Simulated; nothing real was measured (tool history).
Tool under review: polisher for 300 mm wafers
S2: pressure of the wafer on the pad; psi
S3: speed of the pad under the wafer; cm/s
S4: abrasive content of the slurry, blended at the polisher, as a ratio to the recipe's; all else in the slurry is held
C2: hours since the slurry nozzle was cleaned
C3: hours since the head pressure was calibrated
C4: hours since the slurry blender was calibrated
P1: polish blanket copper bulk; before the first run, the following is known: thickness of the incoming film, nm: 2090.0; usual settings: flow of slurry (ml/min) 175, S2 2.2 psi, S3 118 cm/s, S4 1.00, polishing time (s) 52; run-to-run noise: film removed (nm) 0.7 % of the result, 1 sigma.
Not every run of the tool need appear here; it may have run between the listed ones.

run 1 day=0.271 | flow_of_slurry_(ml/min)=175 S2=2.2 S3=118 S4=1.00 polishing_time_(s)=52 | wafers_polished_on_this_pad=165 C2=173.6 C3=546.8 C4=175.5 | film_removed_(nm)=464.41
run 2 day=0.592 | flow_of_slurry_(ml/min)=175 S2=2.2 S3=118 S4=1.50 polishing_time_(s)=52 | wafers_polished_on_this_pad=208 C2=181.3 C3=554.5 C4=183.2 | film_removed_(nm)=511.19
run 3 day=0.925 | flow_of_slurry_(ml/min)=130 S2=2.2 S3=118 S4=1.00 polishing_time_(s)=35 | wafers_polished_on_this_pad=253 C2=189.3 C3=562.5 C4=191.2 | film_removed_(nm)=295.87
run 4 day=1.142 | flow_of_slurry_(ml/min)=175 S2=2.2 S3=118 S4=1.00 polishing_time_(s)=52 | wafers_polished_on_this_pad=282 C2=194.5 C3=567.7 C4=196.4 | film_removed_(nm)=466.14
run 5 day=1.367 | flow_of_slurry_(ml/min)=175 S2=1.0 S3=118 S4=1.00 polishing_time_(s)=30 | wafers_polished_on_this_pad=313 C2=199.9 C3=573.1 C4=201.8 | film_removed_(nm)=120.46
run 6 day=1.725 | flow_of_slurry_(ml/min)=175 S2=2.2 S3=118 S4=1.00 polishing_time_(s)=35 | wafers_polished_on_this_pad=361 C2=208.5 C3=581.7 C4=210.4 | film_removed_(nm)=311.94
run 7 day=2.112 | flow_of_slurry_(ml/min)=175 S2=2.2 S3=118 S4=1.00 polishing_time_(s)=52 | wafers_polished_on_this_pad=413 C2=217.8 C3=591.0 C4=219.7 | film_removed_(nm)=461.83
run 8 day=2.562 | flow_of_slurry_(ml/min)=175 S2=1.0 S3=118 S4=1.00 polishing_time_(s)=52 | wafers_polished_on_this_pad=474 C2=228.6 C3=601.8 C4=230.5 | film_removed_(nm)=211.72
-- day=2.750 slurry blender recalibrated
run 9 day=2.888 | flow_of_slurry_(ml/min)=175 S2=3.5 S3=118 S4=1.00 polishing_time_(s)=52 | wafers_polished_on_this_pad=517 C2=236.4 C3=609.6 C4=3.3 | film_removed_(nm)=738.47
run 10 day=3.288 | flow_of_slurry_(ml/min)=175 S2=2.2 S3=76 S4=1.00 polishing_time_(s)=52 | wafers_polished_on_this_pad=571 C2=246.0 C3=619.2 C4=12.9 | film_removed_(nm)=299.35
run 11 day=3.700 | flow_of_slurry_(ml/min)=175 S2=2.2 S3=118 S4=1.00 polishing_time_(s)=52 | wafers_polished_on_this_pad=627 C2=255.9 C3=629.1 C4=22.8 | film_removed_(nm)=466.86
run 12 day=3.929 | flow_of_slurry_(ml/min)=105 S2=2.2 S3=118 S4=1.00 polishing_time_(s)=52 | wafers_polished_on_this_pad=658 C2=261.4 C3=634.6 C4=28.3 | film_removed_(nm)=422.70
-- day=4.046 head pressure recalibrated
run 13 day=4.179 | flow_of_slurry_(ml/min)=175 S2=2.2 S3=176 S4=1.00 polishing_time_(s)=52 | wafers_polished_on_this_pad=691 C2=267.4 C3=3.2 C4=34.3 | film_removed_(nm)=700.24
run 14 day=4.471 | flow_of_slurry_(ml/min)=245 S2=2.2 S3=118 S4=1.00 polishing_time_(s)=52 | wafers_polished_on_this_pad=731 C2=274.4 C3=10.2 C4=41.3 | film_removed_(nm)=487.07
-- day=4.704 worn pad replaced by a new one
run 15 day=4.883 | flow_of_slurry_(ml/min)=175 S2=2.2 S3=118 S4=1.00 polishing_time_(s)=52 | wafers_polished_on_this_pad=24 C2=284.3 C3=20.1 C4=51.2 | film_removed_(nm)=459.28
run 16 day=5.162 | flow_of_slurry_(ml/min)=175 S2=2.2 S3=118 S4=1.00 polishing_time_(s)=74 | wafers_polished_on_this_pad=61 C2=291.0 C3=26.8 C4=57.9 | film_removed_(nm)=660.47
run 17 day=5.425 | flow_of_slurry_(ml/min)=175 S2=2.2 S3=118 S4=0.75 polishing_time_(s)=52 | wafers_polished_on_this_pad=97 C2=297.3 C3=33.1 C4=64.2 | film_removed_(nm)=436.87
run 18 day=5.708 | flow_of_slurry_(ml/min)=175 S2=2.2 S3=118 S4=1.00 polishing_time_(s)=52 | wafers_polished_on_this_pad=135 C2=304.1 C3=39.9 C4=71.0 | film_removed_(nm)=467.89
run 19 day=6.146 | flow_of_slurry_(ml/min)=175 S2=2.2 S3=118 S4=1.00 polishing_time_(s)=52 | wafers_polished_on_this_pad=194 C2=314.6 C3=50.4 C4=81.5 | film_removed_(nm)=463.45
run 20 day=6.621 | flow_of_slurry_(ml/min)=175 S2=2.2 S3=118 S4=1.00 polishing_time_(s)=52 | wafers_polished_on_this_pad=258 C2=326.0 C3=61.8 C4=92.9 | film_removed_(nm)=447.75
run 21 day=7.042 | flow_of_slurry_(ml/min)=175 S2=2.2 S3=118 S4=1.00 polishing_time_(s)=52 | wafers_polished_on_this_pad=314 C2=336.1 C3=71.9 C4=103.0 | film_removed_(nm)=439.50
-- day=7.125 worn pad replaced by a new one
-- day=7.204 slurry blender recalibrated
run 22 day=7.479 | flow_of_slurry_(ml/min)=175 S2=2.2 S3=118 S4=1.00 polishing_time_(s)=52 | wafers_polished_on_this_pad=47 C2=346.6 C3=82.4 C4=6.7 | film_removed_(nm)=426.26
run 23 day=7.812 | flow_of_slurry_(ml/min)=175 S2=2.2 S3=118 S4=1.00 polishing_time_(s)=52 | wafers_polished_on_this_pad=92 C2=354.6 C3=90.4 C4=14.7 | film_removed_(nm)=422.24
run 24 day=8.021 | flow_of_slurry_(ml/min)=175 S2=2.2 S3=118 S4=1.00 polishing_time_(s)=52 | wafers_polished_on_this_pad=120 C2=359.6 C3=95.4 C4=19.7 | film_removed_(nm)=425.23
run 25 day=8.454 | flow_of_slurry_(ml/min)=175 S2=2.2 S3=118 S4=1.00 polishing_time_(s)=52 | wafers_polished_on_this_pad=179 C2=370.0 C3=105.8 C4=30.1 | film_removed_(nm)=421.39

Compared with where it was, what P1 gives has crept away. Each cause listed below fits the log as well as the rest, at the size given for it:
A: head's pressure below its setpoint, % = 7.9
B: slurry flow missing at the pad, % = 35.7
At approximately day 6.146, the process output began to creep.
The rest of the possible causes, and what rules out each one:
removal rate lost through wear of the pad, %: maintenance at day 7.125, after the shift began, did not return the process to its former output
abrasive missing from the slurry, %: maintenance at day 7.204, after the shift began, did not return the process to its former output

Which of the check runs below tells the causes apart, meaning the causes would give it clearly different results? Each run uses 3 wafers whose results are averaged, and each result is shown as a question mark.
run check 1 day=8.888 | flow_of_slurry_(ml/min)=175 S2=2.2 S3=118 S4=1.35 polishing_time_(s)=52 | film_removed_(nm)=?
run check 2 day=8.888 | flow_of_slurry_(ml/min)=175 S2=2.2 S3=118 S4=1.30 polishing_time_(s)=52 | film_removed_(nm)=?
run check 3 day=8.888 | flow_of_slurry_(ml/min)=125 S2=2.2 S3=118 S4=1.00 polishing_time_(s)=41 | film_removed_(nm)=?
run check 4 day=8.888 | flow_of_slurry_(ml/min)=175 S2=2.2 S3=176 S4=1.40 polishing_time_(s)=52 | film_removed_(nm)=?

If the cause were each of the candidates in turn, the checks would give the following:
check=check_1 result=film_removed_(nm) if_A=457.02 if_B=457.10
check=check_2 result=film_removed_(nm) if_A=453.22 if_B=453.30
check=check_3 result=film_removed_(nm) if_A=318.03 if_B=309.00
check=check_4 result=film_removed_(nm) if_A=687.19 if_B=687.31
Smallest distance between any two causes, each pair judged by its most separating result, in per cent: check 1 0.02 %; check 2 0.02 %; check 3 2.88 %; check 4 0.02 %
Check 3 tells the causes apart: in the others they would give nearly the same result.

After running check 3, the following was obtained: film removed (nm) 309.23. Which cause does this point to?

B is the cause: slurry flow missing at the pad, %.
